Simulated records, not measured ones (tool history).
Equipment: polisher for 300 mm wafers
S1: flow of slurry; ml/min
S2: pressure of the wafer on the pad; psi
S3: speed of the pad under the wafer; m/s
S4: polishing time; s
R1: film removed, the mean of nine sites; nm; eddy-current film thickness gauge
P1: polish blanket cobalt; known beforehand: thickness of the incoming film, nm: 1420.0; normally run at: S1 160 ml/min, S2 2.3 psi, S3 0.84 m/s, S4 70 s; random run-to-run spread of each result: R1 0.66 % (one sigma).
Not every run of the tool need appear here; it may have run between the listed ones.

| run | hour | S1 | S2 | S3 | S4 | R1 |
|---|---|---|---|---|---|---|
| 1 | 11.9 | 160 | 2.3 | 0.84 | 70 | 309.42 |
| 2 | 23.6 | 160 | 2.3 | 0.38 | 70 | 141.91 |
| 3 | 32.7 | 95 | 2.3 | 0.84 | 70 | 278.98 |
| 4 | 44.9 | 160 | 2.3 | 1.12 | 70 | 412.34 |
| 5 | 53.5 | 160 | 2.3 | 0.84 | 51 | 227.99 |
| 6 | 62.3 | 160 | 2.3 | 0.84 | 92 | 408.90 |
| 7 | 68.9 | 160 | 2.3 | 0.84 | 70 | 312.72 |
| 8 | 80.3 | 250 | 2.3 | 0.84 | 70 | 332.64 |
| 9 | 86.9 | 95 | 2.3 | 1.30 | 70 | 435.90 |
| 10 | 93.1 | 160 | 2.3 | 0.84 | 70 | 314.93 |
| 11 | 103.6 | 160 | 2.3 | 0.84 | 70 | 311.99 |
| 12 | 111.4 | 160 | 1.0 | 0.84 | 70 | 135.65 |
| 13 | 122.3 | 160 | 2.3 | 0.84 | 70 | 313.57 |
| 14 | 130.6 | 160 | 3.2 | 0.84 | 70 | 435.96 |
| 15 | 137.2 | 160 | 2.3 | 0.84 | 70 | 315.25 |
| 16 | 148.6 | 160 | 2.3 | 0.84 | 70 | 298.06 |
| 17 | 154.0 | 160 | 2.3 | 0.84 | 70 | 295.41 |
| 18 | 163.7 | 160 | 2.3 | 0.84 | 70 | 291.54 |
| 19 | 175.7 | 160 | 2.3 | 0.84 | 70 | 288.34 |

What will run 20 give?
| 20 | 186.5 | 160 | 2.3 | 0.84 | 70 | ? |

Logged for run 20: R1 284.06 nm.
